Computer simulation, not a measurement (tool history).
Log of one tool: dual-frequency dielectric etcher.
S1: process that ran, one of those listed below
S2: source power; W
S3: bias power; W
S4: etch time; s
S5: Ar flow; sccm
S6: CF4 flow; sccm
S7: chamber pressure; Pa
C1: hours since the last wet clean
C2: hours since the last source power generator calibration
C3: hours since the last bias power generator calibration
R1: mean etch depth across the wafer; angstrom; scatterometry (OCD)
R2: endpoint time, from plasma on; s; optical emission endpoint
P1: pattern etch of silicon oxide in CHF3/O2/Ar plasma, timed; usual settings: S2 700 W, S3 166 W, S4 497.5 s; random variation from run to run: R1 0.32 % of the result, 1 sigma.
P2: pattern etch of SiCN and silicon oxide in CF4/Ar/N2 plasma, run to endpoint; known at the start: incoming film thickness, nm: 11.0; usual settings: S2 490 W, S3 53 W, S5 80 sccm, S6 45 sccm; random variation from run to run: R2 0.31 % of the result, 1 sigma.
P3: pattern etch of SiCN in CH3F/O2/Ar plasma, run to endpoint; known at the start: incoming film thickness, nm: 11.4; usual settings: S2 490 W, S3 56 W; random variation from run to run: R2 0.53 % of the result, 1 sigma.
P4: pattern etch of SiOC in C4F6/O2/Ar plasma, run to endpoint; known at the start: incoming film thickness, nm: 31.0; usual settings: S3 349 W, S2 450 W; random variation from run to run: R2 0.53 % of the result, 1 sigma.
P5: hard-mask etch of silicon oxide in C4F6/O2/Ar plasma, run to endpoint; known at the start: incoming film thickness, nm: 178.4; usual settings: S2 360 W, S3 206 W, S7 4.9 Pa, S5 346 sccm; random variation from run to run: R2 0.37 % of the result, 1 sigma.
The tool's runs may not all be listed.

{"run": 1, "day": 0.383, "S1": "P1", "S2": 700, "S3": 166, "S4": 497.5, "C1": 239.3, "C2": 437.4, "C3": 1376.4, "R1": 10797.0}
{"run": 2, "day": 0.933, "S1": "P4", "S2": 270, "S3": 349, "C1": 252.5, "C2": 450.6, "C3": 1389.6, "R2": 13.971}
{"run": 3, "day": 1.283, "S1": "P2", "S2": 490, "S3": 53, "S5": 80, "S6": 45, "C1": 260.9, "C2": 459.0, "C3": 1398.0, "R2": 13.473}
{"run": 4, "day": 1.883, "S1": "P1", "S2": 700, "S3": 166, "S4": 497.5, "C1": 275.3, "C2": 473.4, "C3": 1412.4, "R1": 10668.0}
{"run": 5, "day": 2.479, "S1": "P4", "S2": 450, "S3": 462, "C1": 289.6, "C2": 487.7, "C3": 1426.7, "R2": 10.39}
{"run": 6, "day": 2.854, "S1": "P3", "S2": 490, "S3": 34, "C1": 298.6, "C2": 496.7, "C3": 1435.7, "R2": 35.941}
{"run": 7, "day": 3.242, "S1": "P5", "S2": 490, "S3": 206, "S5": 346, "S7": 4.9, "C1": 307.9, "C2": 506.0, "C3": 1445.0, "R2": 52.046}
{"run": 8, "day": 3.633, "S1": "P1", "S2": 430, "S3": 166, "S4": 497.5, "C1": 317.3, "C2": 515.4, "C3": 1454.4, "R1": 8916.0}
{"run": 9, "day": 4.267, "S1": "P5", "S2": 360, "S3": 206, "S5": 346, "S7": 4.9, "C1": 332.5, "C2": 530.6, "C3": 1469.6, "R2": 58.616}
{"run": 10, "day": 4.675, "S1": "P5", "S2": 360, "S3": 269, "S5": 346, "S7": 4.9, "C1": 342.3, "C2": 540.4, "C3": 1479.4, "R2": 53.503}
{"run": 11, "day": 5.133, "S1": "P2", "S2": 490, "S3": 53, "S5": 80, "S6": 45, "C1": 353.3, "C2": 551.4, "C3": 1490.4, "R2": 13.489}
{"run": 12, "day": 5.421, "S1": "P4", "S2": 450, "S3": 349, "C1": 360.2, "C2": 558.3, "C3": 1497.3, "R2": 11.433}
{"run": 13, "day": 5.867, "S1": "P5", "S2": 360, "S3": 206, "S5": 346, "S7": 6.5, "C1": 370.9, "C2": 569.0, "C3": 1508.0, "R2": 60.473}
{"run": 14, "day": 6.212, "S1": "P1", "S2": 700, "S3": 120, "S4": 633.5, "C1": 379.2, "C2": 577.3, "C3": 1516.3, "R1": 12343.0}
{"run": 15, "day": 6.825, "S1": "P1", "S2": 700, "S3": 166, "S4": 497.5, "C1": 393.9, "C2": 592.0, "C3": 1531.0, "R1": 10766.0}
{"run": 16, "day": 7.279, "S1": "P2", "S2": 490, "S3": 53, "S5": 110, "S6": 45, "C1": 404.8, "C2": 602.9, "C3": 1541.9, "R2": 14.29}
{"run": 17, "day": 7.933, "S1": "P3", "S2": 330, "S3": 56, "C1": 420.5, "C2": 618.6, "C3": 1557.6, "R2": 36.049}
{"run": 18, "day": 8.5, "S1": "P2", "S2": 490, "S3": 53, "S5": 80, "S6": 29, "C1": 434.1, "C2": 632.2, "C3": 1571.2, "R2": 14.646}
{"run": 19, "day": 9.15, "S1": "P1", "S2": 700, "S3": 166, "S4": 741.5, "C1": 449.7, "C2": 647.8, "C3": 1586.8, "R1": 16017.0}
{"run": 20, "day": 9.625, "S1": "P3", "S2": 490, "S3": 56, "C1": 461.1, "C2": 659.2, "C3": 1598.2, "R2": 31.055}
{"run": 21, "day": 10.192, "S1": "P1", "S2": 700, "S3": 204, "S4": 497.5, "C1": 474.7, "C2": 672.8, "C3": 1611.8, "R1": 11550.0}
{"run": 22, "day": 10.492, "S1": "P5", "S2": 360, "S3": 206, "S5": 219, "S7": 4.9, "C1": 481.9, "C2": 680.0, "C3": 1619.0, "R2": 55.799}
{"run": 23, "day": 11.146, "S1": "P2", "S2": 660, "S3": 53, "S5": 80, "S6": 45, "C1": 497.6, "C2": 695.7, "C3": 1634.7, "R2": 10.38}
{"run": 24, "day": 11.504, "S1": "P1", "S2": 700, "S3": 116, "S4": 497.5, "C1": 506.2, "C2": 704.3, "C3": 1643.3, "R1": 9602.1}
{"run": 25, "day": 11.875, "S1": "P3", "S2": 490, "S3": 56, "C1": 515.1, "C2": 713.2, "C3": 1652.2, "R2": 31.232}
{"run": 26, "day": 12.4, "S1": "P1", "S2": 700, "S3": 166, "S4": 302.5, "C1": 527.7, "C2": 725.8, "C3": 1664.8, "R1": 6519.1}
{"run": 27, "day": 12.738, "S1": "P4", "S2": 450, "S3": 349, "C1": 535.8, "C2": 733.9, "C3": 1672.9, "R2": 11.566}
{"run": 28, "day": 13.279, "S1": "P2", "S2": 490, "S3": 32, "S5": 80, "S6": 45, "C1": 548.8, "C2": 746.9, "C3": 1685.9, "R2": 15.793}
{"run": 29, "day": 13.608, "S1": "P1", "S2": 940, "S3": 166, "S4": 497.5, "C1": 556.7, "C2": 754.8, "C3": 1693.8, "R1": 12056.0}
{"run": 30, "day": 14.196, "S1": "P1", "S2": 700, "S3": 166, "S4": 497.5, "C1": 570.8, "C2": 768.9, "C3": 1707.9, "R1": 10795.0}
{"run": 31, "day": 14.825, "S1": "P5", "S2": 360, "S3": 206, "S5": 346, "S7": 4.9, "C1": 585.9, "C2": 784.0, "C3": 1723.0, "R2": 58.581}
{"run": 32, "day": 15.246, "S1": "P1", "S2": 700, "S3": 166, "S4": 497.5, "C1": 596.0, "C2": 794.1, "C3": 1733.1, "R1": 10711.0}
{"run": 33, "day": 15.8, "S1": "P1", "S2": 700, "S3": 166, "S4": 497.5, "C1": 609.3, "C2": 807.4, "C3": 1746.4, "R1": 10671.0}
{"run": 34, "day": 16.417, "S1": "P1", "S2": 700, "S3": 166, "S4": 497.5, "C1": 624.1, "C2": 822.2, "C3": 1761.2, "R1": 10708.0}
{"run": 35, "day": 16.796, "S1": "P1", "S2": 700, "S3": 166, "S4": 497.5, "C1": 633.2, "C2": 831.3, "C3": 1770.3, "R1": 10612.0}
{"run": 36, "day": 17.15, "S1": "P1", "S2": 700, "S3": 166, "S4": 497.5, "C1": 641.7, "C2": 839.8, "C3": 1778.8, "R1": 10616.0}
{"run": 37, "day": 17.654, "S1": "P1", "S2": 700, "S3": 166, "S4": 497.5, "C1": 653.8, "C2": 851.9, "C3": 1790.9, "R1": 10545.0}
{"day": 17.867, "done": "wet clean of the chamber"}
{"run": 38, "day": 18.083, "S1": "P1", "S2": 700, "S3": 166, "S4": 497.5, "C1": 5.3, "C2": 862.2, "C3": 1801.2, "R1": 10590.0}
{"run": 39, "day": 18.462, "S1": "P1", "S2": 700, "S3": 166, "S4": 497.5, "C1": 14.4, "C2": 871.3, "C3": 1810.3, "R1": 10594.0}
{"run": 40, "day": 19.054, "S1": "P1", "S2": 700, "S3": 166, "S4": 497.5, "C1": 28.6, "C2": 885.5, "C3": 1824.5, "R1": 10601.0}
{"run": 41, "day": 19.454, "S1": "P1", "S2": 700, "S3": 166, "S4": 497.5, "C1": 38.2, "C2": 895.1, "C3": 1834.1, "R1": 10661.0}

What P1 gives has crept away from where it was. These 2 causes fit the log equally well, each at the size given:
A: source power that arrives under what is set, % = 4.06
B: bias power that arrives under what is set, % = 4.79
The creep began at about day 15.246.
Why every other cause is out:
chamber walls in a state that lowers the etch rate, %: serviced at day 17.867, which brought nothing back

4 check runs are offered, each on 2 wafers whose results are averaged, their results left as question marks. Which one tells the causes apart?
{"run": "check 1", "day": 19.854, "S1": "P5", "S2": 460, "S3": 206, "S5": 277, "S7": 4.9, "R2": "?"}
{"run": "check 2", "day": 19.854, "S1": "P3", "S2": 370, "S3": 36, "R2": "?"}
{"run": "check 3", "day": 19.854, "S1": "P4", "S2": 450, "S3": 459, "R2": "?"}
{"run": "check 4", "day": 19.854, "S1": "P2", "S2": 490, "S3": 39, "S5": 80, "S6": 33, "R2": "?"}

What each check would give under each cause:
check=check_1 result=R2 if_A=52.871 if_B=52.853
check=check_2 result=R2 if_A=40.359 if_B=40.282
check=check_3 result=R2 if_A=10.554 if_B=10.581
check=check_4 result=R2 if_A=16.419 if_B=16.072
How far apart the two closest causes lie, in the result that separates them most: check 1 0.03 %; check 2 0.19 %; check 3 0.25 %; check 4 2.13 %
Check 4 tells the causes apart: in the others they would give nearly the same result.

Then check 4 was run and gave: R2 16.083 s. Which cause is it?

It is B: bias power that arrives under what is set, %.

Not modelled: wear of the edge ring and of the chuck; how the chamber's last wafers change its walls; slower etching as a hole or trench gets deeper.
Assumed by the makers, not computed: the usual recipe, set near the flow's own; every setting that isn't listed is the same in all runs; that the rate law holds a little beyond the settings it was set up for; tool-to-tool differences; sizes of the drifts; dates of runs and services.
